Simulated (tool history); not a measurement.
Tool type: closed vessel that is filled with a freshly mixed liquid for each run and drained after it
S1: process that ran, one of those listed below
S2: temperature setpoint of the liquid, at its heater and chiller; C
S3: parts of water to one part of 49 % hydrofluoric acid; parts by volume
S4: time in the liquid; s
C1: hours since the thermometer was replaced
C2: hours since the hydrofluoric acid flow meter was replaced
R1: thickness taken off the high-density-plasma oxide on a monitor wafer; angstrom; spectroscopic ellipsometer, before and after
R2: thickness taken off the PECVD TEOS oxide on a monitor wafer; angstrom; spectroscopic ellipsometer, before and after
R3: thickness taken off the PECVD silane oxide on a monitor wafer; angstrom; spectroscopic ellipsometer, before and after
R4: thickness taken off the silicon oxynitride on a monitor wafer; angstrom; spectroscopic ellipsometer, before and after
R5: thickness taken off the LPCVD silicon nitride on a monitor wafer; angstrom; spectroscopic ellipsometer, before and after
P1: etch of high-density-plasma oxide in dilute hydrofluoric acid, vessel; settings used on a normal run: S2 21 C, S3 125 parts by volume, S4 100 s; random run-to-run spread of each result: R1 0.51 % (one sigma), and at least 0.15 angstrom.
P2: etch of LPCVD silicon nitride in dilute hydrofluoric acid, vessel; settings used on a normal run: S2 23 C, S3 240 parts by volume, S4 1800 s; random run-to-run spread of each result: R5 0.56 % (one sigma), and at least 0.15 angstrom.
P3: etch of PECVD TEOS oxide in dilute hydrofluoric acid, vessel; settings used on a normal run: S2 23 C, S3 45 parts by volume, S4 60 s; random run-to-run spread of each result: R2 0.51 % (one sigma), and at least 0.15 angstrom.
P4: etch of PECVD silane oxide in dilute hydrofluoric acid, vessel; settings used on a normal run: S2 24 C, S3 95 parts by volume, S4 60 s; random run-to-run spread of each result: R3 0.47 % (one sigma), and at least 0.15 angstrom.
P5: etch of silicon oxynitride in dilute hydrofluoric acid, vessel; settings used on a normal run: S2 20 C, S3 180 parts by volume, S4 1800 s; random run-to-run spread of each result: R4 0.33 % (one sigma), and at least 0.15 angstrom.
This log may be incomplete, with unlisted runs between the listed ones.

run 1 hour=3.4 | S1=P1 S2=21 S3=125 S4=100 | C1=292.9 C2=302.8 | R1=63.613
run 2 hour=8.9 | S1=P1 S2=26 S3=175 S4=100 | C1=298.4 C2=308.3 | R1=52.124
run 3 hour=12.1 | S1=P1 S2=21 S3=125 S4=100 | C1=301.6 C2=311.5 | R1=63.64
run 4 hour=17.5 | S1=P3 S2=30.5 S3=45 S4=60 | C1=307 C2=316.9 | R2=527.3
run 5 hour=23 | S1=P4 S2=24 S3=95 S4=60 | C1=312.5 C2=322.4 | R3=260.75
run 6 hour=27 | S1=P1 S2=21 S3=125 S4=45 | C1=316.5 C2=326.4 | R1=28.458
run 7 hour=31.8 | S1=P1 S2=21 S3=205 S4=100 | C1=321.3 C2=331.2 | R1=36.002
run 8 hour=34.7 | S1=P3 S2=23 S3=45 S4=30 | C1=324.2 C2=334.1 | R2=195.78
run 9 hour=37.6 | S1=P5 S2=20 S3=55 S4=1800 | C1=327.1 C2=337 | R4=393.58
run 10 hour=43.1 | S1=P3 S2=23 S3=45 S4=60 | C1=332.6 C2=342.5 | R2=386.03
run 11 hour=46.9 | S1=P1 S2=21 S3=125 S4=145 | C1=336.4 C2=346.3 | R1=92.454
run 12 hour=52 | S1=P1 S2=17 S3=125 S4=100 | C1=341.5 C2=351.4 | R1=54.353
run 13 hour=57.1 | S1=P1 S2=21 S3=50 S4=100 | C1=346.6 C2=356.5 | R1=175.37
run 14 hour=60.7 | S1=P2 S2=23 S3=240 S4=1800 | C1=350.2 C2=360.1 | R5=39.181
run 15 hour=63.6 | S1=P5 S2=28 S3=180 S4=1800 | C1=353.1 C2=363 | R4=157.42
run 16 hour=66.7 | S1=P5 S2=20 S3=180 S4=555 | C1=356.2 C2=366.1 | R4=33.748
run 17 hour=70 | S1=P2 S2=23 S3=360 S4=1800 | C1=359.5 C2=369.4 | R5=26.477
run 18 hour=74.5 | S1=P1 S2=21 S3=125 S4=100 | C1=364 C2=373.9 | R1=63.996
run 19 hour=78 | S1=P4 S2=24 S3=25 S4=60 | C1=367.5 C2=377.4 | R3=1082.2
run 20 hour=80.9 | S1=P1 S2=21 S3=125 S4=100 | C1=370.4 C2=380.3 | R1=63.821
run 21 hour=83.5 | S1=P5 S2=20 S3=180 S4=1800 | C1=373 C2=382.9 | R4=110.44
run 22 hour=89.2 | S1=P2 S2=23 S3=240 S4=3030 | C1=378.7 C2=388.6 | R5=65.817
run 23 hour=92 | S1=P1 S2=17 S3=165 S4=100 | C1=381.5 C2=391.4 | R1=39.832
run 24 hour=96 | S1=P1 S2=28 S3=125 S4=100 | C1=385.5 C2=395.4 | R1=83.247
run 25 hour=100.9 | S1=P1 S2=21 S3=125 S4=100 | C1=390.4 C2=400.3 | R1=64.014
run 26 hour=106 | S1=P2 S2=31 S3=240 S4=1800 | C1=395.5 C2=405.4 | R5=64.012
run 27 hour=109.2 | S1=P3 S2=23 S3=20 S4=60 | C1=398.7 C2=408.6 | R2=901.3
run 28 hour=114.4 | S1=P4 S2=24 S3=95 S4=105 | C1=403.9 C2=413.8 | R3=459.06
run 29 hour=119.6 | S1=P3 S2=23 S3=45 S4=60 | C1=409.1 C2=419 | R2=387
run 30 hour=124.8 | S1=P4 S2=18 S3=95 S4=60 | C1=414.3 C2=424.2 | R3=205.41
run 31 hour=128.2 | S1=P1 S2=21 S3=125 S4=100 | C1=417.7 C2=427.6 | R1=63.628
run 32 hour=133.1 | S1=P1 S2=21 S3=210 S4=170 | C1=422.6 C2=432.5 | R1=59.262
run 33 hour=137.5 | S1=P1 S2=21 S3=125 S4=100 | C1=427 C2=436.9 | R1=63.726
run 34 hour=142.6 | S1=P1 S2=21 S3=125 S4=100 | C1=432.1 C2=442 | R1=66.17
run 35 hour=146.3 | S1=P1 S2=21 S3=125 S4=100 | C1=435.8 C2=445.7 | R1=67.049
run 36 hour=151.3 | S1=P1 S2=21 S3=125 S4=100 | C1=440.8 C2=450.7 | R1=67.971
run 37 hour=156.1 | S1=P1 S2=21 S3=125 S4=100 | C1=445.6 C2=455.5 | R1=68.448
run 38 hour=159.6 | S1=P1 S2=21 S3=125 S4=100 | C1=449.1 C2=459 | R1=68.401
run 39 hour=163 | S1=P1 S2=21 S3=125 S4=100 | C1=452.5 C2=462.4 | R1=69.106

Predict the results of run 40:
run 40 hour=165.7 | S1=P1 S2=21 S3=125 S4=100 | C1=455.2 C2=465.1 | R1=?

{"run 40": {"R1": 68.824}}

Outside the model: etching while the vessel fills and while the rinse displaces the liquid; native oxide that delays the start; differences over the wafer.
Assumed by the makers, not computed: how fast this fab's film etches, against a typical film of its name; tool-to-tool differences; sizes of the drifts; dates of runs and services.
